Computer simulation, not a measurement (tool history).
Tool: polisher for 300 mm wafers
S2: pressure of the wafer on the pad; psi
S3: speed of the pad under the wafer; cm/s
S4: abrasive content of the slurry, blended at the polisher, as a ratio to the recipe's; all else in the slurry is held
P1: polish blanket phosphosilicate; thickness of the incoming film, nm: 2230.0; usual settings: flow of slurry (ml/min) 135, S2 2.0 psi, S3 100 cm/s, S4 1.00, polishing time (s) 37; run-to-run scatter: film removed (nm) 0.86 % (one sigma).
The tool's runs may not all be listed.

run 1 hour=8.2 | flow_of_slurry_(ml/min)=135 S2=2.0 S3=100 S4=1.00 polishing_time_(s)=37 | film_removed_(nm)=237.77
run 2 hour=17.6 | flow_of_slurry_(ml/min)=135 S2=2.0 S3=44 S4=1.00 polishing_time_(s)=37 | film_removed_(nm)=120.49
run 3 hour=26.6 | flow_of_slurry_(ml/min)=135 S2=2.0 S3=100 S4=1.00 polishing_time_(s)=37 | film_removed_(nm)=232.02
run 4 hour=35.8 | flow_of_slurry_(ml/min)=135 S2=2.0 S3=100 S4=1.00 polishing_time_(s)=49 | film_removed_(nm)=303.60
run 5 hour=41.5 | flow_of_slurry_(ml/min)=135 S2=3.1 S3=100 S4=1.00 polishing_time_(s)=37 | film_removed_(nm)=366.11
run 6 hour=49.3 | flow_of_slurry_(ml/min)=100 S2=2.0 S3=100 S4=1.00 polishing_time_(s)=37 | film_removed_(nm)=220.33
run 7 hour=56.2 | flow_of_slurry_(ml/min)=135 S2=1.2 S3=100 S4=1.00 polishing_time_(s)=37 | film_removed_(nm)=141.45
run 8 hour=60.8 | flow_of_slurry_(ml/min)=90 S2=2.0 S3=100 S4=1.00 polishing_time_(s)=24 | film_removed_(nm)=137.26
run 9 hour=66.7 | flow_of_slurry_(ml/min)=135 S2=2.0 S3=140 S4=1.00 polishing_time_(s)=37 | film_removed_(nm)=306.44
run 10 hour=73.6 | flow_of_slurry_(ml/min)=135 S2=2.0 S3=100 S4=1.00 polishing_time_(s)=37 | film_removed_(nm)=232.55
run 11 hour=83.0 | flow_of_slurry_(ml/min)=135 S2=2.7 S3=134 S4=1.00 polishing_time_(s)=37 | film_removed_(nm)=398.42
run 12 hour=90.7 | flow_of_slurry_(ml/min)=135 S2=2.0 S3=100 S4=1.45 polishing_time_(s)=37 | film_removed_(nm)=273.15
run 13 hour=98.1 | flow_of_slurry_(ml/min)=135 S2=2.0 S3=100 S4=1.00 polishing_time_(s)=37 | film_removed_(nm)=235.05
run 14 hour=105.6 | flow_of_slurry_(ml/min)=135 S2=2.0 S3=100 S4=1.00 polishing_time_(s)=17 | film_removed_(nm)=108.49
run 15 hour=114.2 | flow_of_slurry_(ml/min)=135 S2=2.0 S3=100 S4=0.50 polishing_time_(s)=37 | film_removed_(nm)=161.18
run 16 hour=124.0 | flow_of_slurry_(ml/min)=135 S2=2.0 S3=100 S4=1.00 polishing_time_(s)=37 | film_removed_(nm)=237.65
run 17 hour=131.8 | flow_of_slurry_(ml/min)=200 S2=2.0 S3=100 S4=1.00 polishing_time_(s)=37 | film_removed_(nm)=249.91
run 18 hour=141.2 | flow_of_slurry_(ml/min)=135 S2=2.0 S3=100 S4=1.00 polishing_time_(s)=37 | film_removed_(nm)=238.22
run 19 hour=151.6 | flow_of_slurry_(ml/min)=135 S2=2.0 S3=100 S4=1.00 polishing_time_(s)=37 | film_removed_(nm)=226.08
run 20 hour=156.3 | flow_of_slurry_(ml/min)=135 S2=2.0 S3=100 S4=1.00 polishing_time_(s)=37 | film_removed_(nm)=218.24
run 21 hour=163.9 | flow_of_slurry_(ml/min)=135 S2=2.0 S3=100 S4=1.00 polishing_time_(s)=37 | film_removed_(nm)=219.73
run 22 hour=172.1 | flow_of_slurry_(ml/min)=135 S2=2.0 S3=100 S4=1.00 polishing_time_(s)=37 | film_removed_(nm)=213.15
run 23 hour=179.2 | flow_of_slurry_(ml/min)=135 S2=2.0 S3=100 S4=1.00 polishing_time_(s)=37 | film_removed_(nm)=215.12
-- hour=187.7 slurry nozzle cleaned
run 24 hour=188.5 | flow_of_slurry_(ml/min)=135 S2=2.0 S3=100 S4=1.00 polishing_time_(s)=37 | film_removed_(nm)=213.60
-- hour=191.6 conditioning disc replaced and pad reconditioned
-- hour=191.8 head pressure recalibrated
run 25 hour=197.4 | flow_of_slurry_(ml/min)=135 S2=2.0 S3=100 S4=1.00 polishing_time_(s)=37 | film_removed_(nm)=210.14
run 26 hour=205.3 | flow_of_slurry_(ml/min)=135 S2=2.0 S3=100 S4=1.00 polishing_time_(s)=37 | film_removed_(nm)=208.76
run 27 hour=210.4 | flow_of_slurry_(ml/min)=135 S2=2.0 S3=100 S4=1.00 polishing_time_(s)=37 | film_removed_(nm)=210.98

What P1 gives has crept away from where it was. These 2 causes fit the log equally well, each at the size given:
A: abrasive missing from the slurry, % = 20.3
B: removal rate lost through wear of the pad, % = 10.4
The creep began at about hour 141.2.
Why every other cause is out:
slurry flow missing at the pad, %: serviced at hour 187.7, which brought nothing back
head's pressure below its setpoint, %: serviced at hour 191.8, which brought nothing back
time polished since the conditioner stopped cutting, s: serviced at hour 191.6, which brought nothing back

4 check runs are offered, each on 5 wafers whose results are averaged, their results left as question marks. Which one tells the causes apart?
run check 1 hour=215.5 | flow_of_slurry_(ml/min)=135 S2=2.8 S3=100 S4=1.00 polishing_time_(s)=37 | film_removed_(nm)=?
run check 2 hour=215.5 | flow_of_slurry_(ml/min)=135 S2=2.9 S3=62 S4=1.00 polishing_time_(s)=37 | film_removed_(nm)=?
run check 3 hour=215.5 | flow_of_slurry_(ml/min)=135 S2=3.1 S3=100 S4=1.00 polishing_time_(s)=37 | film_removed_(nm)=?
run check 4 hour=215.5 | flow_of_slurry_(ml/min)=135 S2=2.0 S3=100 S4=0.55 polishing_time_(s)=37 | film_removed_(nm)=?

What each check would give under each cause:
check=check_1 result=film_removed_(nm) if_A=294.62 if_B=294.54
check=check_2 result=film_removed_(nm) if_A=208.17 if_B=208.11
check=check_3 result=film_removed_(nm) if_A=326.18 if_B=326.09
check=check_4 result=film_removed_(nm) if_A=148.38 if_B=153.35
How far apart the two closest causes lie, in the result that separates them most: check 1 0.03 %; check 2 0.03 %; check 3 0.03 %; check 4 3.29 %
Only check 4 tells the causes apart: in the others they would give nearly the same result.

Check 4 was then run and gave: film removed (nm) 153.70. Which cause is it?

It is B: removal rate lost through wear of the pad, %.

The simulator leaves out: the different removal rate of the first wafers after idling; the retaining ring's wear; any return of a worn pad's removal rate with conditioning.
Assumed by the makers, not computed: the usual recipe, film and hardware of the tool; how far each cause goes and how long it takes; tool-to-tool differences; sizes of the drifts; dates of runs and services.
